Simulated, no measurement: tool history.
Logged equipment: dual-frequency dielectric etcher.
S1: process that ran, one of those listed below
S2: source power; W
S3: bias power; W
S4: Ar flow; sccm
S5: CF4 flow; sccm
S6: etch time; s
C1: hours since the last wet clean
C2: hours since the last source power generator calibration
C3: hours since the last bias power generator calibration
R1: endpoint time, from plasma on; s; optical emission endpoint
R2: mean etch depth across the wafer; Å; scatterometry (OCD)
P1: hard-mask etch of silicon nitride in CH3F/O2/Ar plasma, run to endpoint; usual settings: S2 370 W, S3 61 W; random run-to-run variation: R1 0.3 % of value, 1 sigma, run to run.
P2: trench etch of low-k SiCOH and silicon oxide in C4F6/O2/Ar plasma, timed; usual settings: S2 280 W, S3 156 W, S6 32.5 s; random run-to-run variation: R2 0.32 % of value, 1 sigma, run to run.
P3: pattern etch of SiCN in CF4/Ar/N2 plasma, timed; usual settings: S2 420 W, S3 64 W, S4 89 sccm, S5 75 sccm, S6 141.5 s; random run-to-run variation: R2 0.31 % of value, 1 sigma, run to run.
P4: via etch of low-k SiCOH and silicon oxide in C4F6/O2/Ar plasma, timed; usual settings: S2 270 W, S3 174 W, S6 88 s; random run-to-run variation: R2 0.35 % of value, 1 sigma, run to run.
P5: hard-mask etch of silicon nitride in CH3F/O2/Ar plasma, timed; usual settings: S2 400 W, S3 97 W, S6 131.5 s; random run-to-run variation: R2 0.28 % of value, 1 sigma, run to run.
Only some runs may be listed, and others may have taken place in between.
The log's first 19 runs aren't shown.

Run 20, hour 188.7: S1 P4, S2 270 W, S3 245 W, S6 88 s; C1 390.4; C2 499.9; C3 2773.4. Result: R2 2311.5 Å.
Run 21, hour 196.8: S1 P4, S2 270 W, S3 174 W, S6 88 s; C1 398.5; C2 508; C3 2781.5. Result: R2 2059.9 Å.
Run 22, hour 203.1: S1 P1, S2 270 W, S3 61 W; C1 404.8; C2 514.3; C3 2787.8. Result: R1 50.344 s.
Run 23, hour 215.8: S1 P1, S2 370 W, S3 44 W; C1 417.5; C2 527; C3 2800.5. Result: R1 49.45 s.
Run 24, hour 229.5: S1 P2, S2 280 W, S3 93 W, S6 32.5 s; C1 431.2; C2 540.7; C3 2814.2. Result: R2 703.05 Å.
Run 25, hour 239.2: S1 P1, S2 370 W, S3 61 W; C1 440.9; C2 550.4; C3 2823.9. Result: R1 44.471 s.
Run 26, hour 246.9: S1 P5, S2 400 W, S3 97 W, S6 131.5 s; C1 448.6; C2 558.1; C3 2831.6. Result: R2 1001.8 Å.
Run 27, hour 258.7: S1 P1, S2 370 W, S3 75 W; C1 460.4; C2 569.9; C3 2843.4. Result: R1 41.646 s.
Run 28, hour 270: S1 P5, S2 540 W, S3 97 W, S6 131.5 s; C1 471.7; C2 581.2; C3 2854.7. Result: R2 1119.5 Å.
Run 29, hour 279.9: S1 P3, S2 420 W, S3 64 W, S4 89 sccm, S5 75 sccm, S6 141.5 s; C1 481.6; C2 591.1; C3 2864.6. Result: R2 1123.4 Å.
Run 30, hour 289.2: S1 P1, S2 370 W, S3 61 W; C1 490.9; C2 600.4; C3 2873.9. Result: R1 44.625 s.
Run 31, hour 300.6: S1 P1, S2 370 W, S3 61 W; C1 502.3; C2 611.8; C3 2885.3. Result: R1 44.523 s.
Run 32, hour 313.6: S1 P1, S2 370 W, S3 61 W; C1 515.3; C2 624.8; C3 2898.3. Result: R1 44.385 s.
Run 33, hour 320.1: S1 P1, S2 370 W, S3 61 W; C1 521.8; C2 631.3; C3 2904.8. Result: R1 44.322 s.
Run 34, hour 328.9: S1 P1, S2 370 W, S3 61 W; C1 530.6; C2 640.1; C3 2913.6. Result: R1 44.213 s.
Run 35, hour 340.1: S1 P1, S2 370 W, S3 61 W; C1 541.8; C2 651.3; C3 2924.8. Result: R1 44.067 s.
Run 36, hour 351.1: S1 P1, S2 370 W, S3 61 W; C1 552.8; C2 662.3; C3 2935.8. Result: R1 44.277 s.
At hour 357.3: wet clean of the chamber.
Run 37, hour 362.9: S1 P1, S2 370 W, S3 61 W; C1 5.7; C2 674.1; C3 2947.6. Result: R1 44.06 s.
Run 38, hour 371.1: S1 P1, S2 370 W, S3 61 W; C1 13.9; C2 682.3; C3 2955.8. Result: R1 43.804 s.
Run 39, hour 380.4: S1 P1, S2 370 W, S3 61 W; C1 23.2; C2 691.6; C3 2965.1. Result: R1 44.032 s.

Expected results for the next run?
Run 40, hour 390.2: S1 P1, S2 370 W, S3 61 W; C1 33; C2 701.4; C3 2974.9. Result: R1 ?.

R1: 44.065 s
